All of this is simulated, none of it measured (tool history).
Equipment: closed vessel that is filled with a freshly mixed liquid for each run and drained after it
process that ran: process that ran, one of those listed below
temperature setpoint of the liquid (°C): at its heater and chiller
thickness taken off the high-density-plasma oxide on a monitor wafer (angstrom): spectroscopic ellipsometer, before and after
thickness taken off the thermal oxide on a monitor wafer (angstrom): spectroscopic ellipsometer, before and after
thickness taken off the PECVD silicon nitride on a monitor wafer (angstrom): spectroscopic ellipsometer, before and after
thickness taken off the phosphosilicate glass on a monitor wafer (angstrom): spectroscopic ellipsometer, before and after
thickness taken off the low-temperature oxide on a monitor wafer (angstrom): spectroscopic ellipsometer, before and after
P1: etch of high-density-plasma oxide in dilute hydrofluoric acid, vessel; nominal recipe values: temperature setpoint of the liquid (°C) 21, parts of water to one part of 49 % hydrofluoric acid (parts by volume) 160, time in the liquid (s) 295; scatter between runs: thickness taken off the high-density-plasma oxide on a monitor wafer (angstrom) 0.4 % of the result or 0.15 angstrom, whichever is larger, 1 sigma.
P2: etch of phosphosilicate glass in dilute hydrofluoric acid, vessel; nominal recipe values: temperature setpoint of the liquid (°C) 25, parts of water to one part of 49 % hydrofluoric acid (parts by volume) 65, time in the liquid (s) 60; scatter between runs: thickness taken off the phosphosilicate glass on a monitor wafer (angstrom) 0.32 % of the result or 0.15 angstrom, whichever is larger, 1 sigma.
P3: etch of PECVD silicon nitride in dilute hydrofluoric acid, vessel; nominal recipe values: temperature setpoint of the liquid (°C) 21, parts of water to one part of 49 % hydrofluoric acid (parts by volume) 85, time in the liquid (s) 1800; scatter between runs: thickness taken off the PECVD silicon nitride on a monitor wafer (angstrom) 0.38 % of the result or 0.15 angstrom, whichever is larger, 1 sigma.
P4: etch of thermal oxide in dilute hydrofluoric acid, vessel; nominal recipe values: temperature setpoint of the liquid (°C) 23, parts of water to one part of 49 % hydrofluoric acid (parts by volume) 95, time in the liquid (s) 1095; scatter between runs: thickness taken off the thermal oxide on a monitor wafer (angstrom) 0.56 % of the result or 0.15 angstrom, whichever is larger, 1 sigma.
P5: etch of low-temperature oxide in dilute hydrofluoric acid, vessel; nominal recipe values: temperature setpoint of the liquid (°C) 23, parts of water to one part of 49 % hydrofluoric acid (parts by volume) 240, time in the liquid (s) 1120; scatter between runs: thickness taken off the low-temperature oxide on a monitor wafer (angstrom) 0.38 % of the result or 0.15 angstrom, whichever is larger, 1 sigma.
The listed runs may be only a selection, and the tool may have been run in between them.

run	hour	process that ran	temperature setpoint of the liquid (°C)	parts of water to one part of 49 % hydrofluoric acid (parts by volume)	time in the liquid (s)	thickness taken off the high-density-plasma oxide on a monitor wafer (angstrom)	thickness taken off the thermal oxide on a monitor wafer (angstrom)	thickness taken off the PECVD silicon nitride on a monitor wafer (angstrom)	thickness taken off the phosphosilicate glass on a monitor wafer (angstrom)	thickness taken off the low-temperature oxide on a monitor wafer (angstrom)
1	7.9	P1	21	160	295	79.179				
2	14.3	P4	23	95	1095		538.67			
3	21.5	P1	21	160	295	79.461				
4	27.8	P1	21	65	295	216.04				
5	33.8	P4	23	95	530		262.02			
6	42	P3	21	85	1800			382.19		
7	48.5	P3	21	145	1800			225.55		
8	55.5	P4	23	95	1095		541.57			
9	59.3	P1	21	160	500	134.65				
10	66.1	P1	21	160	295	79.176				
11	71.6	P4	23	55	1095		980.17			
12	76.4	P2	25	110	60				358.12	
13	81.6	P3	21	85	3240			684.5		
14	89.9	P2	30.5	65	60				794.16	
15	96.3	P1	17.5	225	295	46.469				
16	103.7	P5	23	240	1120					471.84
17	107.7	P1	17	160	295	67.419				
18	115	P2	25	65	115				1235.7	
19	121	P3	21	85	1800			380.9		
20	128.3	P1	21	85	50	27.302				
21	135.4	P1	21	285	295	39.704				
22	142.6	P5	23	240	1785					750.68
23	148.6	P5	29	240	1120					581.8
24	155.5	P5	23	120	1120					1071.8
25	164	P2	25	65	60				643.08	
26	167.7	P4	30.5	95	1095		730.12			
27	175.2	P1	21	160	295	79.772				
28	181.8	P1	17	95	295	121.72				
29	186.5	P1	26.5	160	295	97.324				
30	191.5	P5	23	240	1120					472.58
31	196.1	P1	21	160	90	23.874				
32	201.4	P3	26	85	1800			530.73		
33	207.5	P1	21	160	295	79.512				
34	214.6	P1	21	160	295	81.222				
35	221.4	P1	21	160	295	81.958				
36	226.5	P1	21	160	295	83.162				
37	234.1	P1	21	160	295	83.531				
38	242.3	P1	21	160	295	83.764				
39	247.6	P1	21	160	295	84.512				
40	251.7	P1	21	160	295	84.016				
41	256	P1	21	160	295	84.614				
42	260.8	P1	21	160	295	83.923				
43	266.8	P1	21	160	295	84.247				
44	274	P1	21	160	295	84.955				

Compared with where it was, what P1 gives has crept away. Each cause listed below fits the log as well as the rest, at the size given for it:
A: hydrofluoric acid flow above the setpoint (%) = 5.75
B: liquid hotter than its thermometer reads (K) = 1.68
The process output started creeping at around hour 207.5.

Listed below are the offered check runs, one wafer per run, with question marks in place of results. For which of them would the causes give clearly different outcomes?
check 1	281.2	P5	23	240	1120					?
check 2	281.2	P3	21	85	1800			?		
check 3	281.2	P4	23	95	1095		?			
check 4	281.2	P2	25	65	60				?	

Outcome of each check run for each possible cause:
check	result	if A	if B
check 1	thickness taken off the low-temperature oxide on a monitor wafer (angstrom)	505.45	501.16
check 2	thickness taken off the PECVD silicon nitride on a monitor wafer (angstrom)	401.3	425.57
check 3	thickness taken off the thermal oxide on a monitor wafer (angstrom)	576.35	579.05
check 4	thickness taken off the phosphosilicate glass on a monitor wafer (angstrom)	683.66	688.29
How far apart the two closest causes lie, in the result that separates them most: check 1 0.85 %; check 2 5.87 %; check 3 0.47 %; check 4 0.68 %
The causes can be told apart only by check 2. The other checks would give nearly the same results under each of them.

Check 2 was carried out, with these results: thickness taken off the PECVD silicon nitride on a monitor wafer (angstrom) 425.69. Which of the listed causes is responsible?

It is B: liquid hotter than its thermometer reads (K).

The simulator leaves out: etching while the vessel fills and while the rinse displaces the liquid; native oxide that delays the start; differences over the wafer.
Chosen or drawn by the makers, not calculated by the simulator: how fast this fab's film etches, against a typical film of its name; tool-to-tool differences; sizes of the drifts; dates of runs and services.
